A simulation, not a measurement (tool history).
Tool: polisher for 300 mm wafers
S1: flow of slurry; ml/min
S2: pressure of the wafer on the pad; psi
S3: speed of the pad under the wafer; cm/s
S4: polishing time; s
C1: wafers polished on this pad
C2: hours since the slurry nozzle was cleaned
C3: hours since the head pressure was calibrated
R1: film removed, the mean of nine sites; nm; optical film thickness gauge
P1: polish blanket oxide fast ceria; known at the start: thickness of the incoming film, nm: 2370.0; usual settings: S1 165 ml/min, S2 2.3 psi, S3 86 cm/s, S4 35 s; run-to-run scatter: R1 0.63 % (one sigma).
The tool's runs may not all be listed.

run 1 hour=2.8 | S1=165 S2=2.3 S3=86 S4=35 | C1=416 C2=100.2 C3=209.8 | R1=359.66
run 2 hour=7.1 | S1=165 S2=3.6 S3=86 S4=35 | C1=489 C2=104.5 C3=214.1 | R1=563.93
run 3 hour=10.8 | S1=210 S2=2.3 S3=86 S4=35 | C1=552 C2=108.2 C3=217.8 | R1=371.03
run 4 hour=14.2 | S1=105 S2=2.3 S3=40 S4=35 | C1=610 C2=111.6 C3=221.2 | R1=154.30
run 5 hour=17.2 | S1=110 S2=2.3 S3=106 S4=35 | C1=661 C2=114.6 C3=224.2 | R1=415.37
run 6 hour=20.0 | S1=165 S2=2.3 S3=132 S4=35 | C1=709 C2=117.4 C3=227.0 | R1=550.63
run 7 hour=24.4 | S1=165 S2=1.0 S3=86 S4=35 | C1=784 C2=121.8 C3=231.4 | R1=156.75
run 8 hour=27.8 | S1=165 S2=2.3 S3=86 S4=21 | C1=842 C2=125.2 C3=234.8 | R1=215.81
run 9 hour=29.9 | S1=165 S2=2.3 S3=86 S4=35 | C1=878 C2=127.3 C3=236.9 | R1=359.98
run 10 hour=33.3 | S1=165 S2=2.3 S3=50 S4=35 | C1=936 C2=130.7 C3=240.3 | R1=208.40
run 11 hour=37.5 | S1=165 S2=1.3 S3=62 S4=35 | C1=1008 C2=134.9 C3=244.5 | R1=147.36
run 12 hour=41.0 | S1=100 S2=2.3 S3=86 S4=35 | C1=1067 C2=138.4 C3=248.0 | R1=326.96

Run 13 comes next. What will it give?
run 13 hour=44.8 | S1=165 S2=2.3 S3=86 S4=35 | C1=1132 C2=142.2 C3=251.8 | R1=?

R1: 361.68 nm
